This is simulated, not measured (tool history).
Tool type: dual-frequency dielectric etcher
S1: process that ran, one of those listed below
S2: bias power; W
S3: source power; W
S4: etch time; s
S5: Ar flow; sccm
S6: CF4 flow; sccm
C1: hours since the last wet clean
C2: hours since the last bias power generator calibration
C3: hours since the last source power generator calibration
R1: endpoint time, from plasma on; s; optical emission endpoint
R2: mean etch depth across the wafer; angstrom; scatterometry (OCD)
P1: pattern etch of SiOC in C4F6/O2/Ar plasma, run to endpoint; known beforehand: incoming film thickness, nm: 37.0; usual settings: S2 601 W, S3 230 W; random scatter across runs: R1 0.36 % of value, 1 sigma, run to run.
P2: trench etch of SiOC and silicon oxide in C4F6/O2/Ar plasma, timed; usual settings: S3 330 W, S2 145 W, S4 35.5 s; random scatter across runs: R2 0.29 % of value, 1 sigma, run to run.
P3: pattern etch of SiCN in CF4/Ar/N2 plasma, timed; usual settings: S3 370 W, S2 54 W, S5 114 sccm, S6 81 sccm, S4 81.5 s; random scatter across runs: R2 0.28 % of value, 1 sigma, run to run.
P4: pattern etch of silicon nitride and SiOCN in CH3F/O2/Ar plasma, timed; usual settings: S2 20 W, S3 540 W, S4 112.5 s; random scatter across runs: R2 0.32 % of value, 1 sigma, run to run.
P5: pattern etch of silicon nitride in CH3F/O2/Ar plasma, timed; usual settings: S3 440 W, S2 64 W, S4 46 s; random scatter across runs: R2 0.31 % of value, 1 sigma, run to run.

{"run": 1, "hour": 9.0, "S1": "P1", "S2": 601, "S3": 230, "C1": 318.1, "C2": 2135.3, "C3": 1483, "R1": 13.927}
{"run": 2, "hour": 21.4, "S1": "P1", "S2": 601, "S3": 320, "C1": 330.5, "C2": 2147.7, "C3": 1495.4, "R1": 12.364}
{"run": 3, "hour": 34.0, "S1": "P5", "S2": 64, "S3": 440, "S4": 46, "C1": 343.1, "C2": 2160.3, "C3": 1508, "R2": 320.95}
{"run": 4, "hour": 45.8, "S1": "P5", "S2": 76, "S3": 440, "S4": 46, "C1": 354.9, "C2": 2172.1, "C3": 1519.8, "R2": 339.21}
{"run": 5, "hour": 55.5, "S1": "P2", "S2": 189, "S3": 330, "S4": 35.5, "C1": 364.6, "C2": 2181.8, "C3": 1529.5, "R2": 668.49}
{"run": 6, "hour": 69.1, "S1": "P4", "S2": 20, "S3": 540, "S4": 112.5, "C1": 378.2, "C2": 2195.4, "C3": 1543.1, "R2": 161.09}
{"run": 7, "hour": 79.1, "S1": "P2", "S2": 145, "S3": 460, "S4": 35.5, "C1": 388.2, "C2": 2205.4, "C3": 1553.1, "R2": 698.22}
{"run": 8, "hour": 90.1, "S1": "P3", "S2": 54, "S3": 370, "S4": 81.5, "S5": 150, "S6": 81, "C1": 399.2, "C2": 2216.4, "C3": 1564.1, "R2": 514.54}
{"run": 9, "hour": 103.0, "S1": "P5", "S2": 64, "S3": 440, "S4": 46, "C1": 412.1, "C2": 2229.3, "C3": 1577, "R2": 322.38}
{"run": 10, "hour": 113.5, "S1": "P3", "S2": 54, "S3": 300, "S4": 81.5, "S5": 114, "S6": 81, "C1": 422.6, "C2": 2239.8, "C3": 1587.5, "R2": 447.9}
{"run": 11, "hour": 120.3, "S1": "P5", "S2": 64, "S3": 270, "S4": 46, "C1": 429.4, "C2": 2246.6, "C3": 1594.3, "R2": 266.76}
{"run": 12, "hour": 133.4, "S1": "P4", "S2": 20, "S3": 670, "S4": 112.5, "C1": 442.5, "C2": 2259.7, "C3": 1607.4, "R2": 173.96}
{"run": 13, "hour": 144.9, "S1": "P1", "S2": 601, "S3": 150, "C1": 454, "C2": 2271.2, "C3": 1618.9, "R1": 16.196}
{"run": 14, "hour": 156.0, "S1": "P3", "S2": 54, "S3": 370, "S4": 81.5, "S5": 114, "S6": 99, "C1": 465.1, "C2": 2282.3, "C3": 1630, "R2": 554.49}
{"run": 15, "hour": 168.4, "S1": "P4", "S2": 20, "S3": 540, "S4": 112.5, "C1": 477.5, "C2": 2294.7, "C3": 1642.4, "R2": 160.91}
{"run": 16, "hour": 179.6, "S1": "P3", "S2": 54, "S3": 370, "S4": 45, "S5": 114, "S6": 81, "C1": 488.7, "C2": 2305.9, "C3": 1653.6, "R2": 296.67}
{"run": 17, "hour": 186.1, "S1": "P1", "S2": 601, "S3": 230, "C1": 495.2, "C2": 2312.4, "C3": 1660.1, "R1": 13.906}
{"run": 18, "hour": 197.3, "S1": "P1", "S2": 601, "S3": 230, "C1": 506.4, "C2": 2323.6, "C3": 1671.3, "R1": 13.919}
{"run": 19, "hour": 206.5, "S1": "P2", "S2": 145, "S3": 330, "S4": 21, "C1": 515.6, "C2": 2332.8, "C3": 1680.5, "R2": 364.83}
{"run": 20, "hour": 214.0, "S1": "P1", "S2": 457, "S3": 230, "C1": 523.1, "C2": 2340.3, "C3": 1688, "R1": 15.565}
{"run": 21, "hour": 222.4, "S1": "P3", "S2": 32, "S3": 370, "S4": 81.5, "S5": 114, "S6": 81, "C1": 531.5, "C2": 2348.7, "C3": 1696.4, "R2": 456.18}
{"run": 22, "hour": 231.6, "S1": "P1", "S2": 729, "S3": 160, "C1": 540.7, "C2": 2357.9, "C3": 1705.6, "R1": 14.717}
{"run": 23, "hour": 239.1, "S1": "P1", "S2": 454, "S3": 280, "C1": 548.2, "C2": 2365.4, "C3": 1713.1, "R1": 14.407}
{"run": 24, "hour": 247.8, "S1": "P1", "S2": 601, "S3": 230, "C1": 556.9, "C2": 2374.1, "C3": 1721.8, "R1": 13.963}
{"run": 25, "hour": 258.4, "S1": "P4", "S2": 20, "S3": 540, "S4": 62.5, "C1": 567.5, "C2": 2384.7, "C3": 1732.4, "R2": 89.233}
{"hour": 266.0, "done": "source power generator calibrated"}
{"run": 26, "hour": 268.9, "S1": "P4", "S2": 25, "S3": 540, "S4": 112.5, "C1": 578, "C2": 2395.2, "C3": 3, "R2": 176.76}
{"run": 27, "hour": 277.2, "S1": "P2", "S2": 145, "S3": 330, "S4": 35.5, "C1": 586.3, "C2": 2403.5, "C3": 11.3, "R2": 614.67}
{"run": 28, "hour": 290.1, "S1": "P1", "S2": 601, "S3": 230, "C1": 599.2, "C2": 2416.4, "C3": 24.2, "R1": 13.975}
{"run": 29, "hour": 296.5, "S1": "P1", "S2": 601, "S3": 230, "C1": 605.6, "C2": 2422.8, "C3": 30.6, "R1": 13.884}
{"run": 30, "hour": 306.3, "S1": "P5", "S2": 64, "S3": 440, "S4": 30, "C1": 615.4, "C2": 2432.6, "C3": 40.4, "R2": 209.25}
{"run": 31, "hour": 313.8, "S1": "P1", "S2": 823, "S3": 230, "C1": 622.9, "C2": 2440.1, "C3": 47.9, "R1": 12.287}
{"run": 32, "hour": 323.0, "S1": "P2", "S2": 145, "S3": 330, "S4": 35.5, "C1": 632.1, "C2": 2449.3, "C3": 57.1, "R2": 615.36}
{"run": 33, "hour": 332.8, "S1": "P3", "S2": 54, "S3": 370, "S4": 81.5, "S5": 114, "S6": 81, "C1": 641.9, "C2": 2459.1, "C3": 66.9, "R2": 536.4}
{"run": 34, "hour": 339.4, "S1": "P1", "S2": 601, "S3": 230, "C1": 648.5, "C2": 2465.7, "C3": 73.5, "R1": 13.893}
{"run": 35, "hour": 349.4, "S1": "P1", "S2": 601, "S3": 230, "C1": 658.5, "C2": 2475.7, "C3": 83.5, "R1": 13.967}
{"run": 36, "hour": 359.3, "S1": "P1", "S2": 601, "S3": 230, "C1": 668.4, "C2": 2485.6, "C3": 93.4, "R1": 14.082}
{"run": 37, "hour": 365.4, "S1": "P1", "S2": 601, "S3": 230, "C1": 674.5, "C2": 2491.7, "C3": 99.5, "R1": 14.09}
{"run": 38, "hour": 375.0, "S1": "P1", "S2": 601, "S3": 230, "C1": 684.1, "C2": 2501.3, "C3": 109.1, "R1": 14.119}
{"run": 39, "hour": 386.0, "S1": "P1", "S2": 601, "S3": 230, "C1": 695.1, "C2": 2512.3, "C3": 120.1, "R1": 14.171}
{"hour": 391.3, "done": "wet clean of the chamber"}
{"run": 40, "hour": 394.4, "S1": "P1", "S2": 601, "S3": 230, "C1": 3.1, "C2": 2520.7, "C3": 128.5, "R1": 14.184}
{"run": 41, "hour": 407.8, "S1": "P1", "S2": 601, "S3": 230, "C1": 16.5, "C2": 2534.1, "C3": 141.9, "R1": 14.082}
{"run": 42, "hour": 414.0, "S1": "P1", "S2": 601, "S3": 230, "C1": 22.7, "C2": 2540.3, "C3": 148.1, "R1": 14.16}
{"run": 43, "hour": 420.6, "S1": "P1", "S2": 601, "S3": 230, "C1": 29.3, "C2": 2546.9, "C3": 154.7, "R1": 14.202}
{"run": 44, "hour": 426.8, "S1": "P1", "S2": 601, "S3": 230, "C1": 35.5, "C2": 2553.1, "C3": 160.9, "R1": 14.153}

Compared with where it was, what P1 gives has crept away. Each cause listed below fits the log as well as the rest, at the size given for it:
A: source power that arrives under what is set, % = 4.79
B: bias power that arrives under what is set, % = 4.45
At approximately hour 339.4, the process output began to creep.
Ruled out, with reasons:
chamber walls in a state that lowers the etch rate, %: serviced at hour 391.3, after the drift had started, without restoring the earlier output

Each of the 4 check runs below uses one wafer; its results are left as question marks. Which run tells the causes apart?
{"run": "check 1", "hour": 433.0, "S1": "P3", "S2": 54, "S3": 370, "S4": 46, "S5": 114, "S6": 81, "R2": "?"}
{"run": "check 2", "hour": 433.0, "S1": "P2", "S2": 145, "S3": 450, "S4": 21.5, "R2": "?"}
{"run": "check 3", "hour": 433.0, "S1": "P5", "S2": 64, "S3": 270, "S4": 37.5, "R2": "?"}
{"run": "check 4", "hour": 433.0, "S1": "P4", "S2": 23, "S3": 540, "S4": 88, "R2": "?"}

Expected result of each check under each candidate cause:
check=check_1 result=R2 if_A=291.22 if_B=299.63
check=check_2 result=R2 if_A=412.99 if_B=415.43
check=check_3 result=R2 if_A=213.26 if_B=213.9
check=check_4 result=R2 if_A=131.36 if_B=131
Gap, in per cent, between the two causes that each check separates least, read from the result that separates them most: check 1 2.85 %; check 2 0.59 %; check 3 0.3 %; check 4 0.28 %
Check 1 tells the causes apart: in the others they would give nearly the same result.

Check 1 was carried out, with these results: R2 291.07 angstrom. Which of the listed causes is responsible?

The cause is A: source power that arrives under what is set, %.
